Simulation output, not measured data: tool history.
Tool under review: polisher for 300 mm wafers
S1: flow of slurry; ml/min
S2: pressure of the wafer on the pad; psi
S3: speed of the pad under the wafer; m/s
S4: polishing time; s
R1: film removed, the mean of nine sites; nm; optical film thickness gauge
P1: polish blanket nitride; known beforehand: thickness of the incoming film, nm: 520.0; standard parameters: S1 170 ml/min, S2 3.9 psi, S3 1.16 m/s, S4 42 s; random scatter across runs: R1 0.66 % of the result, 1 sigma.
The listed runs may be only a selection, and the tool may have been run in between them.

run 1 day=0.238 | S1=170 S2=3.9 S3=1.16 S4=42 | R1=104.94
run 2 day=0.5 | S1=170 S2=3.9 S3=1.6 S4=42 | R1=135.58
run 3 day=0.725 | S1=170 S2=3.9 S3=1.16 S4=42 | R1=104.61
run 4 day=0.854 | S1=170 S2=3.9 S3=1.16 S4=42 | R1=103.87
run 5 day=0.983 | S1=170 S2=3.9 S3=0.58 S4=42 | R1=60.886
run 6 day=1.192 | S1=170 S2=3.9 S3=1.16 S4=42 | R1=104.54
run 7 day=1.375 | S1=170 S2=1.8 S3=1.16 S4=42 | R1=48.323
run 8 day=1.638 | S1=170 S2=3.9 S3=1.16 S4=19 | R1=47.769
run 9 day=1.821 | S1=235 S2=3.9 S3=1.16 S4=22 | R1=57.049
run 10 day=1.979 | S1=170 S2=3.9 S3=1.16 S4=61 | R1=153.35
run 11 day=2.254 | S1=260 S2=3.9 S3=1.16 S4=42 | R1=110.95
run 12 day=2.492 | S1=110 S2=3.9 S3=1.16 S4=42 | R1=95.896
run 13 day=2.708 | S1=170 S2=3.9 S3=1.16 S4=42 | R1=105.04
run 14 day=2.871 | S1=170 S2=3.9 S3=1.16 S4=42 | R1=104.9
run 15 day=3.108 | S1=170 S2=3.9 S3=1.16 S4=42 | R1=105.02
run 16 day=3.279 | S1=170 S2=5.4 S3=1.16 S4=42 | R1=146.18
run 17 day=3.471 | S1=170 S2=3.9 S3=1.16 S4=42 | R1=104.63
run 18 day=3.712 | S1=170 S2=3.9 S3=1.16 S4=42 | R1=100.94
run 19 day=3.854 | S1=170 S2=3.9 S3=1.16 S4=42 | R1=100.02
run 20 day=3.996 | S1=170 S2=3.9 S3=1.16 S4=42 | R1=98.327
-- day=4.075 head pressure recalibrated
run 21 day=4.138 | S1=170 S2=3.9 S3=1.16 S4=42 | R1=97.528
run 22 day=4.258 | S1=170 S2=3.9 S3=1.16 S4=42 | R1=97.909
run 23 day=4.433 | S1=170 S2=3.9 S3=1.16 S4=42 | R1=96.695
run 24 day=4.571 | S1=170 S2=3.9 S3=1.16 S4=42 | R1=98.036
run 25 day=4.704 | S1=170 S2=3.9 S3=1.16 S4=42 | R1=97.128
run 26 day=4.892 | S1=170 S2=3.9 S3=1.16 S4=42 | R1=96.871

What P1 gives has crept away from where it was. These 2 causes fit the log equally well, each at the size given:
A: removal rate lost through wear of the pad, % = 7.7
B: slurry flow missing at the pad, % = 34.9
Onset of the creep was near day 3.471.
All other causes, with the reason each is excluded:
head's pressure below its setpoint, %: serviced at day 4.075, which brought nothing back

Consider the 4 check runs below, whose results appear as question marks and each of which averages 5 wafers. Which one distinguishes the causes, in that each cause would give it a clearly different result?
run check 1 day=5.079 | S1=170 S2=3.9 S3=0.66 S4=27 | R1=?
run check 2 day=5.079 | S1=245 S2=3.9 S3=1.16 S4=30 | R1=?
run check 3 day=5.079 | S1=170 S2=3.9 S3=0.78 S4=19 | R1=?
run check 4 day=5.079 | S1=170 S2=1.9 S3=1.16 S4=60 | R1=?

If the cause were each of the candidates in turn, the checks would give the following:
check=check_1 result=R1 if_A=39.688 if_B=39.682
check=check_2 result=R1 if_A=72.582 if_B=74.266
check=check_3 result=R1 if_A=31.922 if_B=31.917
check=check_4 result=R1 if_A=67.463 if_B=67.453
Per check, the gap between the least separated pair of causes, taken in the result that splits them most: check 1 0.01 %; check 2 2.29 %; check 3 0.01 %; check 4 0.01 %
Check 2 tells the causes apart: in the others they would give nearly the same result.

Check 2 was carried out, with these results: R1 72.414 nm. Which of the listed causes is responsible?

The cause is A: removal rate lost through wear of the pad, %.

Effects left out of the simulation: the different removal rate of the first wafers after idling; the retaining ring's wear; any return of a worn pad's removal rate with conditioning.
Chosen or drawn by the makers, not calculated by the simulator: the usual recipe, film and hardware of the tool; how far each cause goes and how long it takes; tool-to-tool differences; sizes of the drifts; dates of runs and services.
